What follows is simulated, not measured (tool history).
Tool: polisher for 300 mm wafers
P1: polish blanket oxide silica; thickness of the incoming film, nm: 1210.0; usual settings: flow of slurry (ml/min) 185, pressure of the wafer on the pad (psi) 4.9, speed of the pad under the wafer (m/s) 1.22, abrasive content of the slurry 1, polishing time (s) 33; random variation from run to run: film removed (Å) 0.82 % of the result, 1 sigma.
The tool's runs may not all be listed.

run	hour	flow of slurry (ml/min)	pressure of the wafer on the pad (psi)	speed of the pad under the wafer (m/s)	abrasive content of the slurry	polishing time (s)	wafers polished on this pad	hours since the slurry nozzle was cleaned	hours since the head pressure was calibrated	hours since the slurry blender was calibrated	hours since the conditioning disc was replaced	film removed (Å)
1	10.6	185	4.9	1.22	1	33	481	64.7	166.9	222.8	100	1127.8
2	19	185	7.5	1.22	1	33	557	73.1	175.3	231.2	108.4	1708.2
3	31.6	275	4.9	1.22	1	20	672	85.7	187.9	243.8	121	716.26
4	40.9	185	3.5	1.22	1	33	756	95	197.2	253.1	130.3	808.85
5	54	185	4.9	1.88	1	33	875	108.1	210.3	266.2	143.4	1580.2
6	68.8	275	4.9	1.22	1	33	1010	122.9	225.1	281	158.2	1172.6
7	79.5	185	4.9	1.22	1	33	1107	133.6	235.8	291.7	168.9	1114.9
8	89.9	185	4.9	0.62	1	33	1202	144	246.2	302.1	179.3	653.35
9	99.4	185	4.9	1.22	1	44	1288	153.5	255.7	311.6	188.8	1489.6
10	107.2	185	4.9	1.22	1	33	1359	161.3	263.5	319.4	196.6	1133
11	115.8	185	4.9	1.22	1.5	33	1437	169.9	272.1	328	205.2	1332.4
12	130.1	185	4.9	1.22	1	20	1567	184.2	286.4	342.3	219.5	679.72
13	137.9	110	4.9	1.22	1	33	1638	192	294.2	350.1	227.3	1006.8
14	147.3	185	4.9	1.22	1	33	1723	201.4	303.6	359.5	236.7	1111.7
15	154.2	185	4.9	1.22	0.6	33	1786	208.3	310.5	366.4	243.6	853.11
16	163	185	4.9	1.22	1	33	1866	217.1	319.3	375.2	252.4	1123.7
17	177.9	185	4.9	1.22	1	33	2001	232	334.2	390.1	267.3	1082.8
18	192.2	185	4.9	1.22	1	33	2131	246.3	348.5	404.4	281.6	1069.5
19	205.3	185	4.9	1.22	1	33	2250	259.4	361.6	417.5	294.7	1037.5
20	218.5	185	4.9	1.22	1	33	2370	272.6	374.8	430.7	307.9	1027.7
21	226.3	185	4.9	1.22	1	33	2441	280.4	382.6	438.5	315.7	1039.4
22	233.4	185	4.9	1.22	1	33	2506	287.5	389.7	445.6	322.8	1014.5
# hour 235.5: conditioning disc replaced and pad reconditioned
# hour 240.9: slurry nozzle cleaned
23	243.6	185	4.9	1.22	1	33	2598	2.8	399.9	455.8	8.1	1023.4
# hour 245.6: worn pad replaced by a new one
24	255.1	185	4.9	1.22	1	33	86	14.3	411.4	467.3	19.6	1021.6

Run 25 comes next. What will it give?
25	268.2	185	4.9	1.22	1	33	205	27.4	424.5	480.4	32.7	?

Run 25 gave film removed (Å) 1017.4.
